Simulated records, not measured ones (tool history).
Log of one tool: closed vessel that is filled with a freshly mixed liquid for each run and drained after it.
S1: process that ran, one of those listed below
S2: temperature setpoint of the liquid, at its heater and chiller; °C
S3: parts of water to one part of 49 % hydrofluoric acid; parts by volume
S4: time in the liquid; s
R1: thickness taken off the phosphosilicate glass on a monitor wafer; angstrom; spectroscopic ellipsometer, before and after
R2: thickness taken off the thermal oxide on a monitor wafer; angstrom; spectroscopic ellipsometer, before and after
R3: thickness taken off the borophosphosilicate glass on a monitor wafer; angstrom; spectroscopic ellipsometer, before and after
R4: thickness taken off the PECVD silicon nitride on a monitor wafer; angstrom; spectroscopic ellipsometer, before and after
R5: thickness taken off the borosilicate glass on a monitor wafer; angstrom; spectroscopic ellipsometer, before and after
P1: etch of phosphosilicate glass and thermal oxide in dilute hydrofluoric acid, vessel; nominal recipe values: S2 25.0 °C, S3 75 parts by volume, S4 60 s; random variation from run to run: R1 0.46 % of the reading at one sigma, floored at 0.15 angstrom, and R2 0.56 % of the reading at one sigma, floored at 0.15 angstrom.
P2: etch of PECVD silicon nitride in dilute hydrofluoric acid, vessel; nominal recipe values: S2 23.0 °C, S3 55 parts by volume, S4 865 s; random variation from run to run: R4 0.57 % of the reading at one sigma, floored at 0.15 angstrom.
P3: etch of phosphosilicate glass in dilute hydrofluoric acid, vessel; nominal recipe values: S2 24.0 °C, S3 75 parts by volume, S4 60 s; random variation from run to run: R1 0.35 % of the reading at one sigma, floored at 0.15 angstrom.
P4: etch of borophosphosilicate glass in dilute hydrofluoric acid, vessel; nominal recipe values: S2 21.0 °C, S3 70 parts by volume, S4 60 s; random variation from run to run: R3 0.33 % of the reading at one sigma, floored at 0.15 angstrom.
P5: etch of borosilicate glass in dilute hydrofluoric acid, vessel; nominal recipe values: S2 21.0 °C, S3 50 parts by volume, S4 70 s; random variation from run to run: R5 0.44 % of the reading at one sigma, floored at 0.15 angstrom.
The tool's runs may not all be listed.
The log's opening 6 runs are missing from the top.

run,hour,S1,S2,S3,S4,R1,R2,R3,R4,R5
7,66.8,P1,18.0,75,60,400.72,28.516,,,
8,74.1,P3,24.0,75,60,729.17,,,,
9,80.4,P4,21.0,70,60,,,288.24,,
10,89.5,P1,25.0,75,60,531.94,38.028,,,
11,101.6,P3,17.0,75,60,544.10,,,,
12,111.3,P1,21.5,20,60,1865.80,130.610,,,
13,123.0,P5,21.0,50,40,,,,,186.98
14,134.7,P4,21.0,70,100,,,481.00,,
15,142.4,P2,18.5,55,865,,,,240.91,
16,149.3,P4,17.0,70,60,,,243.86,,
17,155.4,P1,25.0,75,60,538.43,37.651,,,
18,163.2,P3,24.0,125,60,412.09,,,,
19,171.1,P1,25.0,75,60,537.81,37.864,,,
20,177.6,P4,21.0,70,60,,,289.03,,
21,190.3,P5,21.0,20,70,,,,,851.06
22,197.1,P1,25.0,75,30,270.12,18.776,,,
23,208.8,P5,21.0,50,70,,,,,324.65
24,216.3,P2,23.0,55,865,,,,326.64,
25,226.3,P2,23.0,55,865,,,,328.13,
26,232.5,P5,17.0,50,70,,,,,274.50
27,245.1,P1,25.0,75,60,535.17,37.768,,,
28,257.7,P3,24.0,75,30,363.96,,,,
29,265.9,P1,25.0,140,60,265.49,18.879,,,

Predict the results of run 30:
30,276.5,P1,25.0,30,60,?,?,,,

Run 30 produced R1 1418.90 angstrom, R2 101.130 angstrom.
